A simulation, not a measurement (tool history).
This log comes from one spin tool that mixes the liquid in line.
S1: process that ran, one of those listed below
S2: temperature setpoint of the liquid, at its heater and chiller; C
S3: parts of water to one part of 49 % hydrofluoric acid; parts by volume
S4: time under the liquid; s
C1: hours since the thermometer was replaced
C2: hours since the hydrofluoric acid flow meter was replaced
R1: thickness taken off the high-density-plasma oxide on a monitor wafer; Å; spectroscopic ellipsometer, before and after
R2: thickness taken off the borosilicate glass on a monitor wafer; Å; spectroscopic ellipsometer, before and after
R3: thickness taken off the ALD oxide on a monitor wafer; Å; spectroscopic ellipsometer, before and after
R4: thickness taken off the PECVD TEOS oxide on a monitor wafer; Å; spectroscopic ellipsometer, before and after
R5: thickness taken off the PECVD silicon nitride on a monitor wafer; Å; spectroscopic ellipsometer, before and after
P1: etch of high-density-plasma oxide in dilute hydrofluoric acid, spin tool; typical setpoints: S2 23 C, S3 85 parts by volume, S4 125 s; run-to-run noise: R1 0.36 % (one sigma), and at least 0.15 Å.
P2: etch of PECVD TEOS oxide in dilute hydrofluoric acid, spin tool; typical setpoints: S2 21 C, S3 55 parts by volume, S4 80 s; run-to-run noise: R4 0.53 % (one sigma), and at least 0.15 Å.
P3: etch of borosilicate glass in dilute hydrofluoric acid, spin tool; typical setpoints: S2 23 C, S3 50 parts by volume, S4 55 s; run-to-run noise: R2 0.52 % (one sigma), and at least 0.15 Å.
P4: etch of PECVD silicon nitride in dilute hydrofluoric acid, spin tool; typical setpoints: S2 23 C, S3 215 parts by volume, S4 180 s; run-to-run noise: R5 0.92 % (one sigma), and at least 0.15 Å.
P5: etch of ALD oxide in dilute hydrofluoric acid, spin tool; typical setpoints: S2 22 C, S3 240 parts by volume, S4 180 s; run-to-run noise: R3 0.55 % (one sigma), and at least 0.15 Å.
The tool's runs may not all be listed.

| run | hour | S1 | S2 | S3 | S4 | C1 | C2 | R1 | R2 | R3 | R4 | R5 |
|---|---|---|---|---|---|---|---|---|---|---|---|---|
| 1 | 18.2 | P1 | 23 | 85 | 125 | 1333 | 277.2 | 73.523 |  |  |  |  |
| 2 | 31.2 | P1 | 23 | 55 | 125 | 1346 | 290.2 | 118.76 |  |  |  |  |
| 3 | 41.9 | P3 | 23 | 50 | 15 | 1356.7 | 300.9 |  | 157.26 |  |  |  |
| 4 | 52.1 | P3 | 23 | 90 | 55 | 1366.9 | 311.1 |  | 305.38 |  |  |  |
| 5 | 71.1 | P5 | 17 | 240 | 180 | 1385.9 | 330.1 |  |  | 81.632 |  |  |
| 6 | 84.9 | P2 | 28 | 55 | 80 | 1399.7 | 343.9 |  |  |  | 221.43 |  |
| 7 | 99.5 | P3 | 23 | 50 | 55 | 1414.3 | 358.5 |  | 572.4 |  |  |  |
| 8 | 116.8 | P1 | 23 | 85 | 125 | 1431.6 | 375.8 | 73.909 |  |  |  |  |
| 9 | 125.7 | P1 | 30.5 | 85 | 125 | 1440.5 | 384.7 | 99.074 |  |  |  |  |
| 10 | 136.4 | P4 | 17 | 215 | 180 | 1451.2 | 395.4 |  |  |  |  | 16.698 |
| 11 | 152 | P1 | 23 | 40 | 190 | 1466.8 | 411 | 253.16 |  |  |  |  |
| 12 | 161 | P1 | 17.5 | 85 | 125 | 1475.8 | 420 | 58.916 |  |  |  |  |
| 13 | 177.8 | P1 | 23 | 85 | 125 | 1492.6 | 436.8 | 73.92 |  |  |  |  |
| 14 | 193.9 | P1 | 29.5 | 50 | 125 | 1508.7 | 452.9 | 171.16 |  |  |  |  |
| 15 | 210 | P5 | 22 | 90 | 180 | 1524.8 | 469 |  |  | 311.41 |  |  |
| 16 | 223.2 | P5 | 22 | 240 | 290 | 1538 | 482.2 |  |  | 158.06 |  |  |
| 17 | 236.3 | P1 | 23 | 85 | 55 | 1551.1 | 495.3 | 32.335 |  |  |  |  |
| 18 | 247.3 | P1 | 23 | 85 | 125 | 1562.1 | 506.3 | 73.692 |  |  |  |  |
| 19 | 262.1 | P5 | 22 | 240 | 180 | 1576.9 | 521.1 |  |  | 99.24 |  |  |
| 20 | 280.3 | P3 | 19 | 50 | 55 | 1595.1 | 539.3 |  | 485.59 |  |  |  |
| 21 | 291.2 | P1 | 23 | 85 | 125 | 1606 | 550.2 | 73.883 |  |  |  |  |
| 22 | 309.2 | P4 | 23 | 40 | 180 | 1624 | 568.2 |  |  |  |  | 129.67 |
| 23 | 318.8 | P1 | 23 | 135 | 125 | 1633.6 | 577.8 | 43.626 |  |  |  |  |
| 24 | 335.8 | P2 | 21 | 55 | 80 | 1650.6 | 594.8 |  |  |  | 164.02 |  |
| 25 | 344.5 | P4 | 23 | 215 | 180 | 1659.3 | 603.5 |  |  |  |  | 25.073 |
| 26 | 362.1 | P4 | 23 | 215 | 180 | 1676.9 | 621.1 |  |  |  |  | 25.203 |
| 27 | 379.6 | P1 | 23 | 85 | 125 | 1694.4 | 638.6 | 74.216 |  |  |  |  |
| 28 | 389.1 | P2 | 21 | 20 | 80 | 1703.9 | 648.1 |  |  |  | 473.92 |  |
| 29 | 397.5 | P4 | 23 | 215 | 15 | 1712.3 | 656.5 |  |  |  |  | 1.9512 |
| 30 | 409.6 | P2 | 21 | 55 | 15 | 1724.4 | 668.6 |  |  |  | 30.787 |  |
| 31 | 418.2 | P1 | 23 | 85 | 240 | 1733 | 677.2 | 141.9 |  |  |  |  |
| 32 | 434.2 | P1 | 23 | 85 | 125 | 1749 | 693.2 | 73.715 |  |  |  |  |
| 33 | 444.8 | P1 | 23 | 85 | 125 | 1759.6 | 703.8 | 71.778 |  |  |  |  |
| 34 | 461.5 | P1 | 23 | 85 | 125 | 1776.3 | 720.5 | 70.875 |  |  |  |  |
| 35 | 476.8 | P1 | 23 | 85 | 125 | 1791.6 | 735.8 | 69.601 |  |  |  |  |
| 36 | 485.7 | P1 | 23 | 85 | 125 | 1800.5 | 744.7 | 69.753 |  |  |  |  |
| 37 | 501.1 | P1 | 23 | 85 | 125 | 1815.9 | 760.1 | 69.011 |  |  |  |  |
| 38 | 516.7 | P1 | 23 | 85 | 125 | 1831.5 | 775.7 | 69.223 |  |  |  |  |
| 39 | 536 | P1 | 23 | 85 | 125 | 1850.8 | 795 | 69.079 |  |  |  |  |
| 40 | 550.7 | P1 | 23 | 85 | 125 | 1865.5 | 809.7 | 69.348 |  |  |  |  |

The log shows P1 creeping away from where it was. Any of the 2 causes listed here, at the size stated for it, fits the log just as well as the others:
A: hydrofluoric acid flow below the setpoint (%) = 6.2
B: liquid colder than its thermometer reads (K) = 1.74
The drift started at roughly hour 434.2.

Below are 4 check runs, each averaged over 2 wafers, with their results shown as question marks. Which of them would give clearly different results depending on which cause is behind the drift?
| check 1 | 565.4 | P3 | 19.5 | 70 | 55 |  |  |  | ? |  |  |  |
| check 2 | 565.4 | P4 | 18 | 110 | 180 |  |  |  |  |  |  | ? |
| check 3 | 565.4 | P5 | 17 | 125 | 180 |  |  |  |  | ? |  |  |
| check 4 | 565.4 | P2 | 27.5 | 55 | 80 |  |  |  |  |  | ? |  |

Predicted outcomes, by check and by cause:
| check | result | if A | if B |
|---|---|---|---|
| check 1 | R2 | 322.76 | 321.35 |
| check 2 | R5 | 32.54 | 30.684 |
| check 3 | R3 | 162.9 | 162.78 |
| check 4 | R4 | 200.29 | 200.18 |
Per-check spread between the two closest causes, in the result where they differ most: check 1 0.44 %; check 2 5.87 %; check 3 0.07 %; check 4 0.05 %
Check 2 tells the causes apart: in the others they would give nearly the same result.

Then check 2 was run and gave: R5 32.099 Å. Which cause is it?

A is the cause: hydrofluoric acid flow below the setpoint (%).
